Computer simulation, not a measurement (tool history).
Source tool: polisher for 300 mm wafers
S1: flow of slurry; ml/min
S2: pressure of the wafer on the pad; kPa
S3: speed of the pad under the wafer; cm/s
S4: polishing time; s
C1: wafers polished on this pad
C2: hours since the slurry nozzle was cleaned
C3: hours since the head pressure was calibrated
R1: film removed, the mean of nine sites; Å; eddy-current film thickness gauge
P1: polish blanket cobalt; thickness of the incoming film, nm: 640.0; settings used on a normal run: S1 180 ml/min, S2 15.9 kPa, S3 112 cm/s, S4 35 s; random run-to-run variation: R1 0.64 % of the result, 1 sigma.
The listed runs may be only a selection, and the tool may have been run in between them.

run 1 hour=9.3 | S1=180 S2=15.9 S3=112 S4=35 | C1=845 C2=188.5 C3=397.2 | R1=1937
run 2 hour=21.4 | S1=180 S2=15.9 S3=112 S4=51 | C1=988 C2=200.6 C3=409.3 | R1=2820.7
-- hour=32.5 head pressure recalibrated
run 3 hour=33 | S1=180 S2=15.9 S3=112 S4=26 | C1=1126 C2=212.2 C3=0.6 | R1=1448
run 4 hour=43.2 | S1=180 S2=15.9 S3=112 S4=35 | C1=1247 C2=222.4 C3=10.8 | R1=1920.5
run 5 hour=56.2 | S1=180 S2=8.3 S3=112 S4=35 | C1=1401 C2=235.4 C3=23.8 | R1=1013.8
run 6 hour=65.7 | S1=180 S2=20.7 S3=112 S4=54 | C1=1514 C2=244.9 C3=33.3 | R1=3862
run 7 hour=79.1 | S1=120 S2=15.9 S3=112 S4=35 | C1=1673 C2=258.3 C3=46.7 | R1=1800.1
run 8 hour=92.8 | S1=180 S2=15.9 S3=178 S4=35 | C1=1836 C2=272 C3=60.4 | R1=3089.7
run 9 hour=101.6 | S1=180 S2=15.9 S3=112 S4=35 | C1=1940 C2=280.8 C3=69.2 | R1=1913.6
run 10 hour=115.8 | S1=180 S2=20 S3=112 S4=35 | C1=2109 C2=295 C3=83.4 | R1=2433.2
run 11 hour=123.4 | S1=180 S2=15.9 S3=112 S4=35 | C1=2199 C2=302.6 C3=91 | R1=1922.5
-- hour=125.3 slurry nozzle cleaned
run 12 hour=136.8 | S1=250 S2=15.9 S3=112 S4=35 | C1=2358 C2=11.5 C3=104.4 | R1=2006.9
run 13 hour=144.9 | S1=180 S2=15.9 S3=60 S4=35 | C1=2454 C2=19.6 C3=112.5 | R1=1031.5
run 14 hour=155.8 | S1=180 S2=15.9 S3=112 S4=35 | C1=2583 C2=30.5 C3=123.4 | R1=1907.2
run 15 hour=165.9 | S1=180 S2=15.9 S3=112 S4=35 | C1=2703 C2=40.6 C3=133.5 | R1=1929.1
run 16 hour=178.2 | S1=180 S2=15.9 S3=112 S4=35 | C1=2849 C2=52.9 C3=145.8 | R1=1850.2
run 17 hour=187 | S1=180 S2=15.9 S3=112 S4=35 | C1=2954 C2=61.7 C3=154.6 | R1=1859.7
run 18 hour=194 | S1=180 S2=15.9 S3=112 S4=35 | C1=3037 C2=68.7 C3=161.6 | R1=1812.8
run 19 hour=201.6 | S1=180 S2=15.9 S3=112 S4=35 | C1=3127 C2=76.3 C3=169.2 | R1=1817.2
run 20 hour=209.1 | S1=180 S2=15.9 S3=112 S4=35 | C1=3216 C2=83.8 C3=176.7 | R1=1806.5
run 21 hour=221.4 | S1=180 S2=15.9 S3=112 S4=35 | C1=3362 C2=96.1 C3=189 | R1=1797.3
-- hour=228 head pressure recalibrated
run 22 hour=233.9 | S1=180 S2=15.9 S3=112 S4=35 | C1=3510 C2=108.6 C3=5.9 | R1=1795.5
run 23 hour=244.6 | S1=180 S2=15.9 S3=112 S4=35 | C1=3637 C2=119.3 C3=16.6 | R1=1770.8
run 24 hour=257.4 | S1=180 S2=15.9 S3=112 S4=35 | C1=3789 C2=132.1 C3=29.4 | R1=1769
run 25 hour=272 | S1=180 S2=15.9 S3=112 S4=35 | C1=3963 C2=146.7 C3=44 | R1=1754.6

P1 no longer gives what it gave before; its output has crept away from where it was. The following 2 causes, each at its listed size, fit the log equally well:
A: slurry flow missing at the pad, % = 38.3
B: removal rate lost through wear of the pad, % = 8.48
Creep in the process output first set in at about hour 165.9.
Why every other cause is out:
head's pressure below its setpoint, %: serviced at hour 228, after the drift had started, without restoring the earlier output

Which of the check runs below tells the causes apart, meaning the causes would give it clearly different results? Each run uses 3 wafers whose results are averaged, and each result is shown as a question mark.
run check 1 hour=286.6 | S1=135 S2=15.9 S3=112 S4=35 | R1=?
run check 2 hour=286.6 | S1=180 S2=15.9 S3=86 S4=47 | R1=?
run check 3 hour=286.6 | S1=180 S2=15.9 S3=142 S4=35 | R1=?
run check 4 hour=286.6 | S1=180 S2=15.9 S3=166 S4=35 | R1=?

Outcome of each check run for each possible cause:
check=check_1 result=R1 if_A=1639.2 if_B=1682.9
check=check_2 result=R1 if_A=1820.7 if_B=1820.7
check=check_3 result=R1 if_A=2238.7 if_B=2238.7
check=check_4 result=R1 if_A=2617 if_B=2617.1
How far apart the two closest causes lie, in the result that separates them most: check 1 2.63 %; check 2 0 %; check 3 0 %; check 4 0 %
The causes can be told apart only by check 1. The other checks would give nearly the same results under each of them.

After running check 1, the following was obtained: R1 1680 Å. Which cause does this point to?

It is B: removal rate lost through wear of the pad, %.
